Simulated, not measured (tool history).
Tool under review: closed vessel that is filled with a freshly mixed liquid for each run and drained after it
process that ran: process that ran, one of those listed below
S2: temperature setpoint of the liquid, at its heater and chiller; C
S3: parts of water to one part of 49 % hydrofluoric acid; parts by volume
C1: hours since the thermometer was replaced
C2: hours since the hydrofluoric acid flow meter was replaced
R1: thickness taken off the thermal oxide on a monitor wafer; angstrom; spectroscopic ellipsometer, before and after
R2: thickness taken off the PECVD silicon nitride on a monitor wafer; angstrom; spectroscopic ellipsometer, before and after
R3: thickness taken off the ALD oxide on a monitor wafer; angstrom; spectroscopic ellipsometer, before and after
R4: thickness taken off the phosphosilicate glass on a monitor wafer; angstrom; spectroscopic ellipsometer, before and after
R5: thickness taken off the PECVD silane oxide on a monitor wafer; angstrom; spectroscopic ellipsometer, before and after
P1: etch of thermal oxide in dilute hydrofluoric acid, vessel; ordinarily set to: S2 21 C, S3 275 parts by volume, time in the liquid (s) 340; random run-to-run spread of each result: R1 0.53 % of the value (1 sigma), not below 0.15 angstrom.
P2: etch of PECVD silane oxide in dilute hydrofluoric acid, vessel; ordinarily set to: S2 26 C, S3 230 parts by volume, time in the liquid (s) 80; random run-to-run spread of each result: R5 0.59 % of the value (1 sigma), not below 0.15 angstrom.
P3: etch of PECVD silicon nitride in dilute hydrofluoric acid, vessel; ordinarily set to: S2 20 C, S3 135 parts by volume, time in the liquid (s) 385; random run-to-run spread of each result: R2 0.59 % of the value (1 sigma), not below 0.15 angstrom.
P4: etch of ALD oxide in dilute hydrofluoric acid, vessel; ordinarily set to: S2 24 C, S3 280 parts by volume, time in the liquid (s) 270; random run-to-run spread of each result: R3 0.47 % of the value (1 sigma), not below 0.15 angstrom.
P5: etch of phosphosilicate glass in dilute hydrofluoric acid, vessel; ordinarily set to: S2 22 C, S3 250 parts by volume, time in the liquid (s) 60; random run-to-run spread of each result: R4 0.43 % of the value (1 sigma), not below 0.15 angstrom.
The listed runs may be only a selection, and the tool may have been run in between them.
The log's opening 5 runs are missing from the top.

{"run": 6, "hour": 65.0, "process that ran": "P4", "S2": 30, "S3": 280, "time in the liquid (s)": 270, "C1": 567.3, "C2": 757.6, "R3": 113.74}
{"run": 7, "hour": 76.8, "process that ran": "P1", "S2": 21, "S3": 275, "time in the liquid (s)": 630, "C1": 579.1, "C2": 769.4, "R1": 76.223}
{"run": 8, "hour": 88.7, "process that ran": "P5", "S2": 22, "S3": 250, "time in the liquid (s)": 60, "C1": 591, "C2": 781.3, "R4": 153.85}
{"run": 9, "hour": 101.2, "process that ran": "P1", "S2": 17, "S3": 275, "time in the liquid (s)": 340, "C1": 603.5, "C2": 793.8, "R1": 35.831}
{"run": 10, "hour": 113.6, "process that ran": "P5", "S2": 22, "S3": 55, "time in the liquid (s)": 60, "C1": 615.9, "C2": 806.2, "R4": 868.12}
{"run": 11, "hour": 120.9, "process that ran": "P1", "S2": 21, "S3": 275, "time in the liquid (s)": 340, "C1": 623.2, "C2": 813.5, "R1": 41.798}
{"run": 12, "hour": 129.4, "process that ran": "P2", "S2": 26, "S3": 420, "time in the liquid (s)": 80, "C1": 631.7, "C2": 822, "R5": 22.331}
{"run": 13, "hour": 141.8, "process that ran": "P3", "S2": 20, "S3": 45, "time in the liquid (s)": 385, "C1": 644.1, "C2": 834.4, "R2": 157.74}
{"run": 14, "hour": 152.0, "process that ran": "P4", "S2": 24, "S3": 280, "time in the liquid (s)": 430, "C1": 654.3, "C2": 844.6, "R3": 149.3}
{"run": 15, "hour": 163.6, "process that ran": "P3", "S2": 20, "S3": 135, "time in the liquid (s)": 670, "C1": 665.9, "C2": 856.2, "R2": 95.011}
{"run": 16, "hour": 178.4, "process that ran": "P1", "S2": 21, "S3": 135, "time in the liquid (s)": 550, "C1": 680.7, "C2": 871, "R1": 157.17}
{"run": 17, "hour": 191.4, "process that ran": "P2", "S2": 26, "S3": 230, "time in the liquid (s)": 80, "C1": 693.7, "C2": 884, "R5": 49.945}
{"run": 18, "hour": 199.8, "process that ran": "P1", "S2": 21, "S3": 275, "time in the liquid (s)": 340, "C1": 702.1, "C2": 892.4, "R1": 41.587}
{"run": 19, "hour": 215.5, "process that ran": "P4", "S2": 24, "S3": 405, "time in the liquid (s)": 270, "C1": 717.8, "C2": 908.1, "R3": 58.114}
{"run": 20, "hour": 226.4, "process that ran": "P1", "S2": 21, "S3": 275, "time in the liquid (s)": 340, "C1": 728.7, "C2": 919, "R1": 41.537}
{"run": 21, "hour": 241.8, "process that ran": "P1", "S2": 21, "S3": 80, "time in the liquid (s)": 340, "C1": 744.1, "C2": 934.4, "R1": 173.44}
{"run": 22, "hour": 252.2, "process that ran": "P2", "S2": 26, "S3": 230, "time in the liquid (s)": 145, "C1": 754.5, "C2": 944.8, "R5": 89.613}
{"run": 23, "hour": 263.5, "process that ran": "P4", "S2": 24, "S3": 280, "time in the liquid (s)": 270, "C1": 765.8, "C2": 956.1, "R3": 93.142}
{"run": 24, "hour": 277.7, "process that ran": "P1", "S2": 27.5, "S3": 275, "time in the liquid (s)": 340, "C1": 780, "C2": 970.3, "R1": 52.769}

What will run 25 give?
{"run": 25, "hour": 288.6, "process that ran": "P1", "S2": 21, "S3": 275, "time in the liquid (s)": 340, "C1": 790.9, "C2": 981.2, "R1": "?"}

Run 25 measured R1 41.107 angstrom.
